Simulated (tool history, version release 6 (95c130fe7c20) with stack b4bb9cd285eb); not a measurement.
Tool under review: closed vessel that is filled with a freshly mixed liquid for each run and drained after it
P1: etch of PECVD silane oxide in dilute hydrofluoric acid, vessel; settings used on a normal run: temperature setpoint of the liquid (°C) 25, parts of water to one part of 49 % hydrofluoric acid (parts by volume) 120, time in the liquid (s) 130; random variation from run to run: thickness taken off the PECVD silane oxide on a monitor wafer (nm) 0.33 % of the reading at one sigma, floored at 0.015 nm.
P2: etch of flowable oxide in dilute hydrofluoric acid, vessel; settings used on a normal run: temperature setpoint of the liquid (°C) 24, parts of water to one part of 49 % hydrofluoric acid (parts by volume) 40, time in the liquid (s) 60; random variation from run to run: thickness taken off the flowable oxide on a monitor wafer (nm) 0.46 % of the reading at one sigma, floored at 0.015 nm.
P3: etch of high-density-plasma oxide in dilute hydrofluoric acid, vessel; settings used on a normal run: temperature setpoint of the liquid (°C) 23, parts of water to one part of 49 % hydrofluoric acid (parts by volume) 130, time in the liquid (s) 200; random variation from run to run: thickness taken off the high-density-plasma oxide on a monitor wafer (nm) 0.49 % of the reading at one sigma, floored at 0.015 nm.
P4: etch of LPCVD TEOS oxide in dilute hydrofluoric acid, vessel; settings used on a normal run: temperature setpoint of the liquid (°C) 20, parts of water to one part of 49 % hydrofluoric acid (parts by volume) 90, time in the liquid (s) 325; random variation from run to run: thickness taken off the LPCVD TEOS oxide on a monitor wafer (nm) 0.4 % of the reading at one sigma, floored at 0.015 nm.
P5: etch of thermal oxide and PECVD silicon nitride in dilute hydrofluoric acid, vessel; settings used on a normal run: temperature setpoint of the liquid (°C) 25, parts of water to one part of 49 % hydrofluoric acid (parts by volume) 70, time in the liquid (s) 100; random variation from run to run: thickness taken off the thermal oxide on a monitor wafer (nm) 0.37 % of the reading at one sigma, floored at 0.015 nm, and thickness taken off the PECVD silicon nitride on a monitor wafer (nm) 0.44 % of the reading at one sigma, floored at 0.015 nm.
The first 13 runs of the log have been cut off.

run   hour  process that ran  temperature setpoint of the liquid (°C)  parts of water to one part of 49 % hydrofluoric acid (parts by volume)  time in the liquid (s)  hours since the thermometer was replaced  hours since the hydrofluoric acid flow meter was replaced  thickness taken off the PECVD silane oxide on a monitor wafer (nm)  thickness taken off the flowable oxide on a monitor wafer (nm)  thickness taken off the high-density-plasma oxide on a monitor wafer (nm)  thickness taken off the LPCVD TEOS oxide on a monitor wafer (nm)  thickness taken off the thermal oxide on a monitor wafer (nm)  thickness taken off the PECVD silicon nitride on a monitor wafer (nm)
 14    155                P1                                       25                                                                     120                      50                                     421.8                                                      597.3                                                               16.26
 15  162.6                P1                                       25                                                                     120                     245                                     429.4                                                      604.9                                                              79.736
 16  169.7                P2                                       24                                                                      70                      60                                     436.5                                                        612                                                                                                                              29.011
 17  185.5                P1                                     18.5                                                                     120                     240                                     452.3                                                      627.8                                                              59.906
 18  201.2                P3                                       23                                                                     130                      30                                       468                                                      643.5                                                                                                                                                                                                         1.3611
 19  216.2                P2                                       24                                                                      40                      60                                       483                                                      658.5                                                                                                                               53.13
 20  229.3                P4                                       20                                                                     145                     325                                     496.1                                                      671.6                                                                                                                                                                                                                                                                            32.03
 21  239.9                P4                                       20                                                                      90                     325                                     506.7                                                      682.2                                                                                                                                                                                                                                                                           54.523
 22  250.4                P3                                       17                                                                     130                     200                                     517.2                                                      692.7                                                                                                                                                                                                         7.1951
 23  263.6                P1                                       25                                                                     120                     130                                     530.4                                                      705.9                                                               42.27
 24  273.1                P1                                       25                                                                     215                     130                                     539.9                                                      715.4                                                              21.148
 25  288.9                P5                                       25                                                                      70                     100                                     555.7                                                      731.2                                                                                                                                                                                                                                                                                                                                          6.8583                                                                  4.723

For run 26, what comes out?
 26  298.4                P5                                       25                                                                      70                     100                                     565.2                                                      740.7                                                                                                                                                                                                                                                                                                                                               ?                                                                      ?

{"run 26": {"thickness taken off the thermal oxide on a monitor wafer (nm)": 6.8796, "thickness taken off the PECVD silicon nitride on a monitor wafer (nm)": 4.6827}}

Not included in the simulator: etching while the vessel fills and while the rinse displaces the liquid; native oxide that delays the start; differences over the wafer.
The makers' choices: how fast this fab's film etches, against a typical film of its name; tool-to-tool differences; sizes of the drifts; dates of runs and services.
